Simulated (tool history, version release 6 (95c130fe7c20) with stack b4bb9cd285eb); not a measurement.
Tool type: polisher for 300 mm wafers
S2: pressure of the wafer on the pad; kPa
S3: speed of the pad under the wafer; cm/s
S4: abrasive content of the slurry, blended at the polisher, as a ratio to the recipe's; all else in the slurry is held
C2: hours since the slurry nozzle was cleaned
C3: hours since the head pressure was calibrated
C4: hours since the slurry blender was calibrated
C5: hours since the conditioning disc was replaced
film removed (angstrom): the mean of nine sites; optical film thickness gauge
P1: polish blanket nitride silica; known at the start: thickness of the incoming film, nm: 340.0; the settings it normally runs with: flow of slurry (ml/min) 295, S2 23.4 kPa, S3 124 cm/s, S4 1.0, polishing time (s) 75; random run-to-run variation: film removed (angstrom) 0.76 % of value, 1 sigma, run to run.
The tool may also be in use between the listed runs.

run 1 day=0.300 | flow_of_slurry_(ml/min)=295 S2=23.4 S3=124 S4=1.0 polishing_time_(s)=75 | wafers_polished_on_this_pad=318 C2=472.5 C3=378.2 C4=261.6 C5=145.1 | film_removed_(angstrom)=481.32
run 2 day=0.583 | flow_of_slurry_(ml/min)=295 S2=36.5 S3=124 S4=1.0 polishing_time_(s)=75 | wafers_polished_on_this_pad=402 C2=479.3 C3=385.0 C4=268.4 C5=151.9 | film_removed_(angstrom)=728.60
run 3 day=0.783 | flow_of_slurry_(ml/min)=455 S2=23.4 S3=124 S4=1.0 polishing_time_(s)=115 | wafers_polished_on_this_pad=462 C2=484.1 C3=389.8 C4=273.2 C5=156.7 | film_removed_(angstrom)=740.85
run 4 day=1.158 | flow_of_slurry_(ml/min)=295 S2=23.4 S3=124 S4=1.0 polishing_time_(s)=102 | wafers_polished_on_this_pad=574 C2=493.1 C3=398.8 C4=282.2 C5=165.7 | film_removed_(angstrom)=649.00
run 5 day=1.438 | flow_of_slurry_(ml/min)=295 S2=23.4 S3=124 S4=1.0 polishing_time_(s)=75 | wafers_polished_on_this_pad=657 C2=499.8 C3=405.5 C4=288.9 C5=172.4 | film_removed_(angstrom)=471.63
run 6 day=1.779 | flow_of_slurry_(ml/min)=295 S2=23.4 S3=124 S4=1.4 polishing_time_(s)=75 | wafers_polished_on_this_pad=759 C2=508.0 C3=413.7 C4=297.1 C5=180.6 | film_removed_(angstrom)=545.32
run 7 day=1.983 | flow_of_slurry_(ml/min)=295 S2=11.0 S3=124 S4=1.0 polishing_time_(s)=75 | wafers_polished_on_this_pad=820 C2=512.9 C3=418.6 C4=302.0 C5=185.5 | film_removed_(angstrom)=223.44
run 8 day=2.333 | flow_of_slurry_(ml/min)=295 S2=23.4 S3=124 S4=0.6 polishing_time_(s)=75 | wafers_polished_on_this_pad=924 C2=521.3 C3=427.0 C4=310.4 C5=193.9 | film_removed_(angstrom)=363.40
run 9 day=2.592 | flow_of_slurry_(ml/min)=295 S2=23.4 S3=124 S4=1.0 polishing_time_(s)=36 | wafers_polished_on_this_pad=1001 C2=527.5 C3=433.2 C4=316.6 C5=200.1 | film_removed_(angstrom)=226.87
-- day=2.629 conditioning disc replaced and pad reconditioned
run 10 day=2.817 | flow_of_slurry_(ml/min)=295 S2=23.4 S3=124 S4=1.0 polishing_time_(s)=75 | wafers_polished_on_this_pad=1068 C2=532.9 C3=438.6 C4=322.0 C5=4.6 | film_removed_(angstrom)=475.42
run 11 day=3.104 | flow_of_slurry_(ml/min)=295 S2=23.4 S3=66 S4=1.0 polishing_time_(s)=75 | wafers_polished_on_this_pad=1154 C2=539.8 C3=445.5 C4=328.9 C5=11.5 | film_removed_(angstrom)=280.93
run 12 day=3.475 | flow_of_slurry_(ml/min)=455 S2=23.4 S3=124 S4=1.0 polishing_time_(s)=75 | wafers_polished_on_this_pad=1265 C2=548.7 C3=454.4 C4=337.8 C5=20.4 | film_removed_(angstrom)=487.36
run 13 day=3.829 | flow_of_slurry_(ml/min)=295 S2=23.4 S3=124 S4=1.0 polishing_time_(s)=75 | wafers_polished_on_this_pad=1370 C2=557.2 C3=462.9 C4=346.3 C5=28.9 | film_removed_(angstrom)=472.92
run 14 day=4.100 | flow_of_slurry_(ml/min)=200 S2=23.4 S3=124 S4=1.0 polishing_time_(s)=75 | wafers_polished_on_this_pad=1451 C2=563.7 C3=469.4 C4=352.8 C5=35.4 | film_removed_(angstrom)=461.27
run 15 day=4.325 | flow_of_slurry_(ml/min)=295 S2=23.4 S3=124 S4=1.0 polishing_time_(s)=75 | wafers_polished_on_this_pad=1518 C2=569.1 C3=474.8 C4=358.2 C5=40.8 | film_removed_(angstrom)=476.95
run 16 day=4.525 | flow_of_slurry_(ml/min)=295 S2=23.4 S3=124 S4=1.0 polishing_time_(s)=75 | wafers_polished_on_this_pad=1578 C2=573.9 C3=479.6 C4=363.0 C5=45.6 | film_removed_(angstrom)=465.21
run 17 day=4.925 | flow_of_slurry_(ml/min)=295 S2=23.4 S3=196 S4=1.0 polishing_time_(s)=75 | wafers_polished_on_this_pad=1697 C2=583.5 C3=489.2 C4=372.6 C5=55.2 | film_removed_(angstrom)=687.64
run 18 day=5.188 | flow_of_slurry_(ml/min)=295 S2=23.4 S3=124 S4=1.0 polishing_time_(s)=75 | wafers_polished_on_this_pad=1775 C2=589.8 C3=495.5 C4=378.9 C5=61.5 | film_removed_(angstrom)=479.11
run 19 day=5.479 | flow_of_slurry_(ml/min)=295 S2=23.4 S3=124 S4=1.0 polishing_time_(s)=75 | wafers_polished_on_this_pad=1862 C2=596.8 C3=502.5 C4=385.9 C5=68.5 | film_removed_(angstrom)=457.44
run 20 day=5.850 | flow_of_slurry_(ml/min)=295 S2=23.4 S3=124 S4=1.0 polishing_time_(s)=75 | wafers_polished_on_this_pad=1973 C2=605.7 C3=511.4 C4=394.8 C5=77.4 | film_removed_(angstrom)=435.99

The next listed run, before its measurement:
run 21 day=6.146 | flow_of_slurry_(ml/min)=295 S2=23.4 S3=124 S4=1.0 polishing_time_(s)=75 | wafers_polished_on_this_pad=2061 C2=612.8 C3=518.5 C4=401.9 C5=84.5 | film_removed_(angstrom)=?

film removed (angstrom): 439.13

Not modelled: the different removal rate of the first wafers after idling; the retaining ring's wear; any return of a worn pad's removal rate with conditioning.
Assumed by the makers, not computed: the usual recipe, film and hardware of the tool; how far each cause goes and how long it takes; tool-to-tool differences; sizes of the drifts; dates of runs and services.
